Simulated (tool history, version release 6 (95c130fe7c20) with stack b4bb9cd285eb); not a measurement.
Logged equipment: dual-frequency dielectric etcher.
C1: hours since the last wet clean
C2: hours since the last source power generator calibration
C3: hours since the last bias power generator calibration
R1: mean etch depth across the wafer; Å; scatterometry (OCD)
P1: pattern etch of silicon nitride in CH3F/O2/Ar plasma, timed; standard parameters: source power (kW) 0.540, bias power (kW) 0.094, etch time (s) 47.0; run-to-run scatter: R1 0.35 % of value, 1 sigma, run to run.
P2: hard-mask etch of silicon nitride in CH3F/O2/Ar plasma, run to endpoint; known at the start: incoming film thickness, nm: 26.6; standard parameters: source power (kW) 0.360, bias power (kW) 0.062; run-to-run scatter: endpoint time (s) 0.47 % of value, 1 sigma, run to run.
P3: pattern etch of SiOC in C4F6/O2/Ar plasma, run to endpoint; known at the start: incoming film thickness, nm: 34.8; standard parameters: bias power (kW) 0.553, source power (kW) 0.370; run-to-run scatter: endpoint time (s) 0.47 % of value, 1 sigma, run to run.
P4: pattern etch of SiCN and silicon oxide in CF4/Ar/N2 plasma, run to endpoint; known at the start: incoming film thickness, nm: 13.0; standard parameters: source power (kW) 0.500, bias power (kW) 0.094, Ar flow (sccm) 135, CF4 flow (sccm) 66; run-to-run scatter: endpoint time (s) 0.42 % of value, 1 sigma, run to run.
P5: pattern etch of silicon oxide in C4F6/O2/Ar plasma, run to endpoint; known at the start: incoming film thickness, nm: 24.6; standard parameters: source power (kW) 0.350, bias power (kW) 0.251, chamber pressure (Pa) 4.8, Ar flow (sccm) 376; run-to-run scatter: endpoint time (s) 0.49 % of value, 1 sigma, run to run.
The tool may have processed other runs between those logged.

Run 1, hour 3.7: process that ran P1, source power (kW) 0.540, bias power (kW) 0.094, etch time (s) 47.0; C1 138.7; C2 869.4; C3 1937.2. Result: R1 410.00 Å.
Run 2, hour 7.8: process that ran P3, source power (kW) 0.470, bias power (kW) 0.553; C1 142.8; C2 873.5; C3 1941.3. Result: endpoint time (s) 10.3640.
Run 3, hour 10.8: process that ran P1, source power (kW) 0.540, bias power (kW) 0.094, etch time (s) 47.0; C1 145.8; C2 876.5; C3 1944.3. Result: R1 410.28 Å.
Run 4, hour 15.4: process that ran P4, source power (kW) 0.500, bias power (kW) 0.058, Ar flow (sccm) 135, CF4 flow (sccm) 66; C1 150.4; C2 881.1; C3 1948.9. Result: endpoint time (s) 15.2810.
Run 5, hour 19.6: process that ran P3, source power (kW) 0.370, bias power (kW) 0.553; C1 154.6; C2 885.3; C3 1953.1. Result: endpoint time (s) 11.5200.
Run 6, hour 23.4: process that ran P5, source power (kW) 0.350, bias power (kW) 0.251, Ar flow (sccm) 376, chamber pressure (Pa) 6.0; C1 158.4; C2 889.1; C3 1956.9. Result: endpoint time (s) 7.7125.
Run 7, hour 28.4: process that ran P1, source power (kW) 0.540, bias power (kW) 0.094, etch time (s) 47.0; C1 163.4; C2 894.1; C3 1961.9. Result: R1 409.07 Å.
Run 8, hour 31.2: process that ran P1, source power (kW) 0.740, bias power (kW) 0.123, etch time (s) 47.0; C1 166.2; C2 896.9; C3 1964.7. Result: R1 511.53 Å.
Run 9, hour 34.8: process that ran P1, source power (kW) 0.540, bias power (kW) 0.094, etch time (s) 61.0; C1 169.8; C2 900.5; C3 1968.3. Result: R1 531.29 Å.
Run 10, hour 38.9: process that ran P3, source power (kW) 0.370, bias power (kW) 0.777; C1 173.9; C2 904.6; C3 1972.4. Result: endpoint time (s) 9.9767.
Run 11, hour 41.8: process that ran P1, source power (kW) 0.540, bias power (kW) 0.094, etch time (s) 47.0; C1 176.8; C2 907.5; C3 1975.3. Result: R1 410.77 Å.
Run 12, hour 46.7: process that ran P4, source power (kW) 0.500, bias power (kW) 0.094, Ar flow (sccm) 135, CF4 flow (sccm) 87; C1 181.7; C2 912.4; C3 1980.2. Result: endpoint time (s) 12.3470.
Run 13, hour 49.4: process that ran P5, source power (kW) 0.350, bias power (kW) 0.251, Ar flow (sccm) 376, chamber pressure (Pa) 4.8; C1 184.4; C2 915.1; C3 1982.9. Result: endpoint time (s) 7.5620.
Run 14, hour 53.7: process that ran P1, source power (kW) 0.540, bias power (kW) 0.076, etch time (s) 47.0; C1 188.7; C2 919.4; C3 1987.2. Result: R1 383.25 Å.
Run 15, hour 58.0: process that ran P1, source power (kW) 0.540, bias power (kW) 0.094, etch time (s) 31.5; C1 193.0; C2 923.7; C3 1991.5. Result: R1 273.62 Å.
Run 16, hour 61.2: process that ran P4, source power (kW) 0.310, bias power (kW) 0.094, Ar flow (sccm) 135, CF4 flow (sccm) 66; C1 196.2; C2 926.9; C3 1994.7. Result: endpoint time (s) 19.5530.
Run 17, hour 65.1: process that ran P5, source power (kW) 0.350, bias power (kW) 0.188, Ar flow (sccm) 376, chamber pressure (Pa) 4.8; C1 200.1; C2 930.8; C3 1998.6. Result: endpoint time (s) 8.2909.
Run 18, hour 69.7: process that ran P1, source power (kW) 0.700, bias power (kW) 0.094, etch time (s) 47.0; C1 204.7; C2 935.4; C3 2003.2. Result: R1 454.32 Å.
Run 19, hour 74.6: process that ran P4, source power (kW) 0.500, bias power (kW) 0.094, Ar flow (sccm) 135, CF4 flow (sccm) 66; C1 209.6; C2 940.3; C3 2008.1. Result: endpoint time (s) 12.9210.
Run 20, hour 77.5: process that ran P5, source power (kW) 0.230, bias power (kW) 0.251, Ar flow (sccm) 376, chamber pressure (Pa) 4.8; C1 212.5; C2 943.2; C3 2011.0. Result: endpoint time (s) 8.8531.
Run 21, hour 82.9: process that ran P2, source power (kW) 0.240, bias power (kW) 0.062; C1 217.9; C2 948.6; C3 2016.4. Result: endpoint time (s) 46.2300.
Run 22, hour 86.0: process that ran P1, source power (kW) 0.540, bias power (kW) 0.094, etch time (s) 47.0; C1 221.0; C2 951.7; C3 2019.5. Result: R1 409.49 Å.
Run 23, hour 88.5: process that ran P2, source power (kW) 0.360, bias power (kW) 0.041; C1 223.5; C2 954.2; C3 2022.0. Result: endpoint time (s) 45.3900.
Run 24, hour 92.2: process that ran P1, source power (kW) 0.540, bias power (kW) 0.094, etch time (s) 47.0; C1 227.2; C2 957.9; C3 2025.7. Result: R1 411.09 Å.
Run 25, hour 96.6: process that ran P5, source power (kW) 0.350, bias power (kW) 0.251, Ar flow (sccm) 233, chamber pressure (Pa) 4.8; C1 231.6; C2 962.3; C3 2030.1. Result: endpoint time (s) 7.1262.
Run 26, hour 100.7: process that ran P4, source power (kW) 0.500, bias power (kW) 0.094, Ar flow (sccm) 184, CF4 flow (sccm) 66; C1 235.7; C2 966.4; C3 2034.2. Result: endpoint time (s) 13.6100.
Run 27, hour 105.7: process that ran P2, source power (kW) 0.360, bias power (kW) 0.062; C1 240.7; C2 971.4; C3 2039.2. Result: endpoint time (s) 39.3790.
Run 28, hour 110.1: process that ran P1, source power (kW) 0.540, bias power (kW) 0.122, etch time (s) 47.0; C1 245.1; C2 975.8; C3 2043.6. Result: R1 451.92 Å.
Run 29, hour 113.3: process that ran P1, source power (kW) 0.540, bias power (kW) 0.123, etch time (s) 63.0; C1 248.3; C2 979.0; C3 2046.8. Result: R1 605.78 Å.
Run 30, hour 117.7: process that ran P1, source power (kW) 0.380, bias power (kW) 0.094, etch time (s) 47.0; C1 252.7; C2 983.4; C3 2051.2. Result: R1 360.58 Å.
Run 31, hour 121.5: process that ran P2, source power (kW) 0.360, bias power (kW) 0.062; C1 256.5; C2 987.2; C3 2055.0. Result: endpoint time (s) 39.8540.
Run 32, hour 126.0: process that ran P1, source power (kW) 0.540, bias power (kW) 0.094, etch time (s) 47.0; C1 261.0; C2 991.7; C3 2059.5. Result: R1 409.63 Å.
Run 33, hour 129.1: process that ran P1, source power (kW) 0.540, bias power (kW) 0.094, etch time (s) 47.0; C1 264.1; C2 994.8; C3 2062.6. Result: R1 411.59 Å.
Run 34, hour 132.5: process that ran P1, source power (kW) 0.540, bias power (kW) 0.094, etch time (s) 47.0; C1 267.5; C2 998.2; C3 2066.0. Result: R1 404.84 Å.
Run 35, hour 136.0: process that ran P1, source power (kW) 0.540, bias power (kW) 0.094, etch time (s) 47.0; C1 271.0; C2 1001.7; C3 2069.5. Result: R1 406.02 Å.
At hour 137.0: wet clean of the chamber.
Run 36, hour 138.9: process that ran P1, source power (kW) 0.540, bias power (kW) 0.094, etch time (s) 47.0; C1 2.0; C2 1004.6; C3 2072.4. Result: R1 403.24 Å.
Run 37, hour 143.6: process that ran P1, source power (kW) 0.540, bias power (kW) 0.094, etch time (s) 47.0; C1 6.7; C2 1009.3; C3 2077.1. Result: R1 403.83 Å.
Run 38, hour 147.0: process that ran P1, source power (kW) 0.540, bias power (kW) 0.094, etch time (s) 47.0; C1 10.1; C2 1012.7; C3 2080.5. Result: R1 403.77 Å.
Run 39, hour 151.8: process that ran P1, source power (kW) 0.540, bias power (kW) 0.094, etch time (s) 47.0; C1 14.9; C2 1017.5; C3 2085.3. Result: R1 405.70 Å.
Run 40, hour 156.3: process that ran P1, source power (kW) 0.540, bias power (kW) 0.094, etch time (s) 47.0; C1 19.4; C2 1022.0; C3 2089.8. Result: R1 404.33 Å.

Something has made what P1 gives creep away from where it was; the 2 causes below, each at its own stated size, fit the log equally well:
A: source power that arrives under what is set, % = 4.57
B: bias power that arrives under what is set, % = 4.85
Onset of the creep was near hour 126.0.
Ruled out, with reasons:
chamber walls in a state that lowers the etch rate, %: maintenance at hour 137.0, after the shift began, did not return the process to its former output

Which of the 4 check runs listed below, each an average over 2 wafers with its results shown as question marks, gives clearly different results under the different listed causes?
Run check 1, hour 160.8: process that ran P4, source power (kW) 0.500, bias power (kW) 0.094, Ar flow (sccm) 159, CF4 flow (sccm) 86. Result: endpoint time (s) ?.
Run check 2, hour 160.8: process that ran P2, source power (kW) 0.260, bias power (kW) 0.062. Result: endpoint time (s) ?.
Run check 3, hour 160.8: process that ran P5, source power (kW) 0.230, bias power (kW) 0.251, Ar flow (sccm) 376, chamber pressure (Pa) 4.8. Result: endpoint time (s) ?.
Run check 4, hour 160.8: process that ran P3, source power (kW) 0.470, bias power (kW) 0.740. Result: endpoint time (s) ?.

Predicted outcomes, by check and by cause:
  check             result     if A     if B
check 1  endpoint time (s)  13.2340  12.9370
check 2  endpoint time (s)  45.8940  45.8580
check 3  endpoint time (s)   8.9775   8.9743
check 4  endpoint time (s)   9.5272   9.5496
Per-check spread between the two closest causes, in the result where they differ most: check 1 2.27 %; check 2 0.08 %; check 3 0.04 %; check 4 0.23 %
Check 1 is the one run that separates the causes; every other check would come out nearly the same whichever cause is at work.

The results of check 1 are: endpoint time (s) 13.2390. Based on these, which of the listed causes is it?

The correct cause is A, namely: source power that arrives under what is set, %.
